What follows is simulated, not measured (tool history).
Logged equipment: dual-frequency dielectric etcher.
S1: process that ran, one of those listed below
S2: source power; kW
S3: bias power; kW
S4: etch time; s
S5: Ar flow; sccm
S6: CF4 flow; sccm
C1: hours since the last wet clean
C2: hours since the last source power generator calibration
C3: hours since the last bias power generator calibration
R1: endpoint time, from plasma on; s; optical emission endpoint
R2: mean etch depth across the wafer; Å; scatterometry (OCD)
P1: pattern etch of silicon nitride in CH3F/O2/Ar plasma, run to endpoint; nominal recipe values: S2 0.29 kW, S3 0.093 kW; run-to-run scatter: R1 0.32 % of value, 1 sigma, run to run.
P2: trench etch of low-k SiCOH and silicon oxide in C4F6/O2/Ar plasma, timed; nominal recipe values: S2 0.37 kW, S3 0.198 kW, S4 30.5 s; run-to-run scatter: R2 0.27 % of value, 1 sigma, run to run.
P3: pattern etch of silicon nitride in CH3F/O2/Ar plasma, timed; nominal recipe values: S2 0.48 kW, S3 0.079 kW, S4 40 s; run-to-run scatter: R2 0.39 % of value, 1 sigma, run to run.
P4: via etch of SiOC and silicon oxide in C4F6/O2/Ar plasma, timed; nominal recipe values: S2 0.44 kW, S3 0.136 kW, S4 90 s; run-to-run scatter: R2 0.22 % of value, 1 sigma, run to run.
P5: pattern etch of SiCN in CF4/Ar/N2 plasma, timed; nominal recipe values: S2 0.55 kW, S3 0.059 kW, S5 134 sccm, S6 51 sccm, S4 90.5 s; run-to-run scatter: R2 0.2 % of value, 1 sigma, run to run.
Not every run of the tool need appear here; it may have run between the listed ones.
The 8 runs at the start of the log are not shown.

| run | hour | S1 | S2 | S3 | S4 | S5 | S6 | C1 | C2 | C3 | R1 | R2 |
|---|---|---|---|---|---|---|---|---|---|---|---|---|
| 9 | 122.3 | P3 | 0.48 | 0.079 | 22 |  |  | 268.9 | 1403.6 | 963.3 |  | 171.55 |
| 10 | 132.3 | P4 | 0.44 | 0.106 | 90 |  |  | 278.9 | 1413.6 | 973.3 |  | 899.09 |
| 11 | 149.4 | P5 | 0.55 | 0.059 | 90.5 | 134 | 68 | 296 | 1430.7 | 990.4 |  | 808.94 |
| 12 | 164.1 | P1 | 0.24 | 0.118 |  |  |  | 310.7 | 1445.4 | 1005.1 | 49.896 |  |
| 13 | 181 | P1 | 0.23 | 0.093 |  |  |  | 327.6 | 1462.3 | 1022 | 55.68 |  |
| 14 | 195.8 | P5 | 0.55 | 0.059 | 90.5 | 134 | 51 | 342.4 | 1477.1 | 1036.8 |  | 768.24 |
| 15 | 205.4 | P1 | 0.29 | 0.093 |  |  |  | 352 | 1486.7 | 1046.4 | 51.097 |  |
| 16 | 219.9 | P1 | 0.2 | 0.129 |  |  |  | 366.5 | 1501.2 | 1060.9 | 51.336 |  |
| 17 | 227.8 | P1 | 0.29 | 0.093 |  |  |  | 374.4 | 1509.1 | 1068.8 | 50.939 |  |
| 18 | 242.7 | P5 | 0.68 | 0.059 | 90.5 | 134 | 51 | 389.3 | 1524 | 1083.7 |  | 924.18 |
| 19 | 255.4 | P1 | 0.29 | 0.128 |  |  |  | 402 | 1536.7 | 1096.4 | 45.202 |  |
| 20 | 264.8 | P1 | 0.19 | 0.078 |  |  |  | 411.4 | 1546.1 | 1105.8 | 63.941 |  |
| 21 | 281.6 | P5 | 0.55 | 0.059 | 90.5 | 174 | 51 | 428.2 | 1562.9 | 1122.6 |  | 732.27 |
| 22 | 298.7 | P1 | 0.29 | 0.065 |  |  |  | 445.3 | 1580 | 1139.7 | 58.035 |  |

Estimate the outcome of run 23 from the log above:
| 23 | 311 | P2 | 0.37 | 0.281 | 30.5 |  |  | 457.6 | 1592.3 | 1152 |  | ? |

R2: 1128.9 Å
